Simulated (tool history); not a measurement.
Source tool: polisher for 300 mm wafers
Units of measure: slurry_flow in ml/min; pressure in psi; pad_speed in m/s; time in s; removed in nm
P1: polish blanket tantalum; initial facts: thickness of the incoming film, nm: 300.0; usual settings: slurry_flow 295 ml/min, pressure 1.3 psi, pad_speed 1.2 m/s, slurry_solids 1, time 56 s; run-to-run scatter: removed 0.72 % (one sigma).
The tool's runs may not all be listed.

run,day,slurry_flow,pressure,pad_speed,slurry_solids,time,wafers polished on this pad,hours since the slurry nozzle was cleaned,hours since the head pressure was calibrated,hours since the slurry blender was calibrated,removed
1,0.142,295,1.3,1.2,1,56,635,246.2,145.7,57.2,84.224
2,0.321,200,1.3,1.2,1,71,663,250.5,150,61.5,102.2
3,0.546,295,1.3,1.2,0.55,79,699,255.9,155.4,66.9,94.343
4,0.75,295,1.3,1.2,1,85,731,260.8,160.3,71.8,126.77
5,0.979,430,1.3,1.2,1,56,767,266.3,165.8,77.3,86.724
6,1.1,295,1.3,0.76,1,56,786,269.2,168.7,80.2,53.211
7,1.233,175,1.3,1.2,1,56,807,272.4,171.9,83.4,78.975
8,1.417,295,1.3,1.2,1,56,835,276.8,176.3,87.8,83.692
9,1.612,295,1.3,1.2,1,56,866,281.5,181,92.5,84.764
10,1.771,295,1.3,1.2,1,31,891,285.3,184.8,96.3,45.882
# day 1.788: head pressure recalibrated
11,1.962,295,1.3,1.2,1.25,56,921,289.9,4.2,100.9,88.398
12,2.071,295,0.6,1.2,1,56,938,292.5,6.8,103.5,38.047
13,2.238,295,2,1.2,1,56,964,296.5,10.8,107.5,127.52
14,2.388,295,1.3,1.2,1,56,988,300.1,14.4,111.1,83.508
15,2.546,295,1.3,1.68,1,56,1013,303.9,18.2,114.9,118.42
16,2.783,295,1.3,1.2,0.55,56,1050,309.6,23.9,120.6,67.643
17,3,295,1.3,1.2,1,56,1084,314.8,29.1,125.8,84.047
18,3.204,295,1.3,1.2,1,56,1116,319.7,34,130.7,84.183
19,3.379,295,1.3,1.2,1,56,1144,323.9,38.2,134.9,80.252
20,3.529,295,1.3,1.2,1,56,1167,327.5,41.8,138.5,79.05
21,3.75,295,1.3,1.2,1,56,1202,332.8,47.1,143.8,77.834
# day 3.888: slurry nozzle cleaned
22,3.9,295,1.3,1.2,1,56,1225,0.4,50.7,147.4,78.535
# day 3.908: worn pad replaced by a new one
23,4.129,295,1.3,1.2,1,56,34,5.9,56.2,152.9,76.881
24,4.292,295,1.3,1.2,1,56,60,9.8,60.1,156.8,77.632
25,4.458,295,1.3,1.2,1,56,86,13.8,64.1,160.8,77.971
26,4.662,295,1.3,1.2,1,56,118,18.7,69,165.7,77.301
27,4.771,295,1.3,1.2,1,56,135,21.3,71.6,168.3,76.269

What P1 gives has crept off from where it sat before. The 2 causes that follow fit the log equally well, each at the size noted:
A: head's pressure below its setpoint, % = 7.7
B: abrasive missing from the slurry, % = 22.6
Creep in the process output first set in at about day 3.204.
All other causes, with the reason each is excluded:
removal rate lost through wear of the pad, %: serviced after onset, at day 3.908, with no recovery of the prior output
slurry flow missing at the pad, %: serviced after onset, at day 3.888, with no recovery of the prior output

Which of the 4 check runs listed below, each an average over 5 wafers with its results shown as question marks, gives clearly different results under the different listed causes?
check 1,4.879,230,1.9,1.2,1,56,,,,,?
check 2,4.879,295,1.3,1.2,0.65,56,,,,,?
check 3,4.879,175,1.3,0.78,1,56,,,,,?
check 4,4.879,190,0.8,1.2,1,56,,,,,?

Outcome of each check run for each possible cause:
check,result,if A,if B
check 1,removed,109.92,109.92
check 2,removed,66.89,65.216
check 3,removed,47.137,47.137
check 4,removed,45.163,45.163
Separation of the two closest causes in each check, using whichever result separates them best: check 1 0 %; check 2 2.53 %; check 3 0 %; check 4 0 %
The other checks would show nearly matching results whichever cause is true, so check 2 is the only one that separates the causes.

The results of check 2 are: removed 67.105 nm. Based on these, which of the listed causes is it?

Of the candidate causes, it is A: head's pressure below its setpoint, %.
